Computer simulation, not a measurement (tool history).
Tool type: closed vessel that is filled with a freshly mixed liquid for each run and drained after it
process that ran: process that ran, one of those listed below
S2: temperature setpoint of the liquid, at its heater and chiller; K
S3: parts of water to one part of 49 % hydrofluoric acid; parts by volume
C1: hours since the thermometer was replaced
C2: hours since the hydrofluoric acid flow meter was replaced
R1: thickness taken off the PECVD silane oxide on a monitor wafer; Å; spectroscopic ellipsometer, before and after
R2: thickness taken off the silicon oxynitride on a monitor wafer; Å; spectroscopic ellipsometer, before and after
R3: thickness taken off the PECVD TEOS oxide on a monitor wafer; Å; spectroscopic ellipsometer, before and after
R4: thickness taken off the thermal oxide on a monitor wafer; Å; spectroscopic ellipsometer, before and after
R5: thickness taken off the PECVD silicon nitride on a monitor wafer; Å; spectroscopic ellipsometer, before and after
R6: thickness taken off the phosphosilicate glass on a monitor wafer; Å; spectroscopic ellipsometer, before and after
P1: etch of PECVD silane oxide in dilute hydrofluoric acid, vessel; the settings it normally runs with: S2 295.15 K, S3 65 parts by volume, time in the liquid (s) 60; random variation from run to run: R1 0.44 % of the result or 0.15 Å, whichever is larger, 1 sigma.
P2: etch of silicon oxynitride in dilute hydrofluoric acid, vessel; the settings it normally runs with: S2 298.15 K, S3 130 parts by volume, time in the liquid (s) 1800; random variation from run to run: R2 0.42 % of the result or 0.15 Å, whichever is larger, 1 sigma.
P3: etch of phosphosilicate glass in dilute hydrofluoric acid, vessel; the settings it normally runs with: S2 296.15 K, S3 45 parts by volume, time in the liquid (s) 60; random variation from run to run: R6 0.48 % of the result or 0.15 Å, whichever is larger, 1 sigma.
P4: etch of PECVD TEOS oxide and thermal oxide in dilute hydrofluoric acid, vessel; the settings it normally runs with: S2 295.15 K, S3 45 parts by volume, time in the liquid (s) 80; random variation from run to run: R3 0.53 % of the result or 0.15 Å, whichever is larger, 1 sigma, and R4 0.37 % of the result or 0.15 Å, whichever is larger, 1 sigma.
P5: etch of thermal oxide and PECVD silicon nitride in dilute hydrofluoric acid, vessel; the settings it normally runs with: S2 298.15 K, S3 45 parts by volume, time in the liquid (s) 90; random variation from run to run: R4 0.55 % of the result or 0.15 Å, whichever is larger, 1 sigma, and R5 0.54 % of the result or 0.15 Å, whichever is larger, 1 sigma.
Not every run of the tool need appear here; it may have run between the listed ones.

run 1 day=0.396 | process_that_ran=P1 S2=295.15 S3=65 time_in_the_liquid_(s)=60 | C1=1592 C2=169.8 | R1=339.47
run 2 day=0.679 | process_that_ran=P2 S2=298.15 S3=130 time_in_the_liquid_(s)=455 | C1=1598.8 C2=176.6 | R2=67.962
run 3 day=1.05 | process_that_ran=P4 S2=295.15 S3=45 time_in_the_liquid_(s)=80 | C1=1607.7 C2=185.5 | R3=491.83 R4=85.424
run 4 day=1.283 | process_that_ran=P4 S2=295.15 S3=45 time_in_the_liquid_(s)=150 | C1=1613.3 C2=191.1 | R3=922.45 R4=158.27
run 5 day=1.483 | process_that_ran=P5 S2=298.15 S3=45 time_in_the_liquid_(s)=30 | C1=1618.1 C2=195.9 | R4=35.811 R5=25.917
run 6 day=1.738 | process_that_ran=P5 S2=298.15 S3=45 time_in_the_liquid_(s)=90 | C1=1624.2 C2=202 | R4=107.2 R5=77.637
run 7 day=1.967 | process_that_ran=P2 S2=298.15 S3=130 time_in_the_liquid_(s)=1800 | C1=1629.7 C2=207.5 | R2=269.79
run 8 day=2.3 | process_that_ran=P1 S2=295.15 S3=65 time_in_the_liquid_(s)=100 | C1=1637.7 C2=215.5 | R1=561.38
run 9 day=2.696 | process_that_ran=P1 S2=295.15 S3=95 time_in_the_liquid_(s)=60 | C1=1647.2 C2=225 | R1=224.72
run 10 day=3.025 | process_that_ran=P3 S2=296.15 S3=45 time_in_the_liquid_(s)=60 | C1=1655.1 C2=232.9 | R6=1741.7
run 11 day=3.258 | process_that_ran=P4 S2=290.15 S3=45 time_in_the_liquid_(s)=80 | C1=1660.7 C2=238.5 | R3=398.84 R4=68.442
run 12 day=3.612 | process_that_ran=P1 S2=295.15 S3=65 time_in_the_liquid_(s)=30 | C1=1669.2 C2=247 | R1=170.42
run 13 day=3.942 | process_that_ran=P4 S2=295.15 S3=70 time_in_the_liquid_(s)=80 | C1=1677.1 C2=254.9 | R3=305.1 R4=52.753
run 14 day=4.342 | process_that_ran=P3 S2=296.15 S3=75 time_in_the_liquid_(s)=60 | C1=1686.7 C2=264.5 | R6=1016
run 15 day=4.662 | process_that_ran=P1 S2=295.15 S3=40 time_in_the_liquid_(s)=60 | C1=1694.4 C2=272.2 | R1=566.73
run 16 day=4.867 | process_that_ran=P3 S2=296.15 S3=45 time_in_the_liquid_(s)=30 | C1=1699.3 C2=277.1 | R6=876.23
run 17 day=5.229 | process_that_ran=P5 S2=291.15 S3=45 time_in_the_liquid_(s)=90 | C1=1708 C2=285.8 | R4=79.501 R5=47.716
run 18 day=5.442 | process_that_ran=P5 S2=298.15 S3=60 time_in_the_liquid_(s)=90 | C1=1713.1 C2=290.9 | R4=78.088 R5=58.273
run 19 day=5.779 | process_that_ran=P4 S2=295.15 S3=45 time_in_the_liquid_(s)=80 | C1=1721.2 C2=299 | R3=490.66 R4=85.18
run 20 day=6.054 | process_that_ran=P2 S2=298.15 S3=130 time_in_the_liquid_(s)=1800 | C1=1727.8 C2=305.6 | R2=269.46
run 21 day=6.346 | process_that_ran=P1 S2=295.15 S3=100 time_in_the_liquid_(s)=95 | C1=1734.8 C2=312.6 | R1=335.13
run 22 day=6.629 | process_that_ran=P2 S2=298.15 S3=40 time_in_the_liquid_(s)=1800 | C1=1741.6 C2=319.4 | R2=947.63
run 23 day=6.846 | process_that_ran=P1 S2=295.15 S3=65 time_in_the_liquid_(s)=60 | C1=1746.8 C2=324.6 | R1=337.55
run 24 day=7.046 | process_that_ran=P1 S2=295.15 S3=65 time_in_the_liquid_(s)=60 | C1=1751.6 C2=329.4 | R1=339.57
run 25 day=7.475 | process_that_ran=P1 S2=299.65 S3=65 time_in_the_liquid_(s)=60 | C1=1761.9 C2=339.7 | R1=405.38
run 26 day=7.688 | process_that_ran=P1 S2=290.15 S3=65 time_in_the_liquid_(s)=60 | C1=1767 C2=344.8 | R1=273.65
run 27 day=8.058 | process_that_ran=P3 S2=301.15 S3=45 time_in_the_liquid_(s)=60 | C1=1775.9 C2=353.7 | R6=2153.9
run 28 day=8.367 | process_that_ran=P2 S2=293.15 S3=130 time_in_the_liquid_(s)=1800 | C1=1783.3 C2=361.1 | R2=212.72
run 29 day=8.754 | process_that_ran=P1 S2=295.15 S3=65 time_in_the_liquid_(s)=60 | C1=1792.6 C2=370.4 | R1=339.98
run 30 day=8.988 | process_that_ran=P1 S2=295.15 S3=65 time_in_the_liquid_(s)=60 | C1=1798.2 C2=376 | R1=339.86
run 31 day=9.379 | process_that_ran=P1 S2=295.15 S3=65 time_in_the_liquid_(s)=60 | C1=1807.6 C2=385.4 | R1=328.36
run 32 day=9.675 | process_that_ran=P1 S2=295.15 S3=65 time_in_the_liquid_(s)=60 | C1=1814.7 C2=392.5 | R1=325.1
run 33 day=9.983 | process_that_ran=P1 S2=295.15 S3=65 time_in_the_liquid_(s)=60 | C1=1822.1 C2=399.9 | R1=321.38

What does the tool deliver on the next run?
run 34 day=10.183 | process_that_ran=P1 S2=295.15 S3=65 time_in_the_liquid_(s)=60 | C1=1826.9 C2=404.7 | R1=?

{"run 34": {"R1": 319.08}}

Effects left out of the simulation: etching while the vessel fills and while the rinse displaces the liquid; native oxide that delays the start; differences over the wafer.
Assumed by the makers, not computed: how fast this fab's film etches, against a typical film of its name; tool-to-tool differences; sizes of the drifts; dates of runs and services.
